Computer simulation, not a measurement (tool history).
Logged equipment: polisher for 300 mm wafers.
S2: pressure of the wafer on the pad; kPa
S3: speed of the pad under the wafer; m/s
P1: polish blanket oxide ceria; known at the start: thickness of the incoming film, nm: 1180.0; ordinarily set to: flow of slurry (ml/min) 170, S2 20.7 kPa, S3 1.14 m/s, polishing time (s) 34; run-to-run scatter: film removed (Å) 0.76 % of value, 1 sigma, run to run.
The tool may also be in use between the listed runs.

Run 1, hour 7.6: flow of slurry (ml/min) 170, S2 20.7 kPa, S3 1.14 m/s, polishing time (s) 34. Result: film removed (Å) 1660.00.
Run 2, hour 15.8: flow of slurry (ml/min) 110, S2 20.7 kPa, S3 0.78 m/s, polishing time (s) 34. Result: film removed (Å) 1045.70.
At hour 16.4: head pressure recalibrated.
Run 3, hour 23.3: flow of slurry (ml/min) 100, S2 20.7 kPa, S3 1.14 m/s, polishing time (s) 34. Result: film removed (Å) 1484.40.
Run 4, hour 31.2: flow of slurry (ml/min) 170, S2 20.7 kPa, S3 1.14 m/s, polishing time (s) 34. Result: film removed (Å) 1659.30.
Run 5, hour 36.7: flow of slurry (ml/min) 170, S2 20.7 kPa, S3 1.14 m/s, polishing time (s) 15. Result: film removed (Å) 727.86.
Run 6, hour 44.7: flow of slurry (ml/min) 170, S2 20.7 kPa, S3 0.52 m/s, polishing time (s) 34. Result: film removed (Å) 753.54.
Run 7, hour 50.2: flow of slurry (ml/min) 170, S2 20.7 kPa, S3 1.14 m/s, polishing time (s) 34. Result: film removed (Å) 1663.80.
Run 8, hour 54.5: flow of slurry (ml/min) 170, S2 9.7 kPa, S3 1.14 m/s, polishing time (s) 34. Result: film removed (Å) 778.47.
Run 9, hour 62.7: flow of slurry (ml/min) 170, S2 20.7 kPa, S3 1.14 m/s, polishing time (s) 34. Result: film removed (Å) 1663.90.
Run 10, hour 68.9: flow of slurry (ml/min) 170, S2 31.7 kPa, S3 1.14 m/s, polishing time (s) 34. Result: film removed (Å) 2562.90.
Run 11, hour 73.0: flow of slurry (ml/min) 170, S2 20.7 kPa, S3 0.82 m/s, polishing time (s) 46. Result: film removed (Å) 1604.10.
Run 12, hour 79.5: flow of slurry (ml/min) 225, S2 20.7 kPa, S3 1.14 m/s, polishing time (s) 23. Result: film removed (Å) 1155.40.
Run 13, hour 88.0: flow of slurry (ml/min) 170, S2 20.7 kPa, S3 1.14 m/s, polishing time (s) 34. Result: film removed (Å) 1658.00.
Run 14, hour 92.7: flow of slurry (ml/min) 235, S2 20.7 kPa, S3 1.14 m/s, polishing time (s) 34. Result: film removed (Å) 1736.70.
Run 15, hour 97.4: flow of slurry (ml/min) 170, S2 20.7 kPa, S3 1.72 m/s, polishing time (s) 34. Result: film removed (Å) 2469.30.
Run 16, hour 102.0: flow of slurry (ml/min) 170, S2 20.7 kPa, S3 1.14 m/s, polishing time (s) 46. Result: film removed (Å) 2244.80.
Run 17, hour 108.8: flow of slurry (ml/min) 170, S2 20.7 kPa, S3 1.14 m/s, polishing time (s) 34. Result: film removed (Å) 1651.80.
Run 18, hour 116.1: flow of slurry (ml/min) 170, S2 20.7 kPa, S3 1.14 m/s, polishing time (s) 34. Result: film removed (Å) 1596.30.

Run 19 comes next. What will it give?
Run 19, hour 122.4: flow of slurry (ml/min) 170, S2 20.7 kPa, S3 1.14 m/s, polishing time (s) 34. Result: film removed (Å) ?.

film removed (Å): 1582.00

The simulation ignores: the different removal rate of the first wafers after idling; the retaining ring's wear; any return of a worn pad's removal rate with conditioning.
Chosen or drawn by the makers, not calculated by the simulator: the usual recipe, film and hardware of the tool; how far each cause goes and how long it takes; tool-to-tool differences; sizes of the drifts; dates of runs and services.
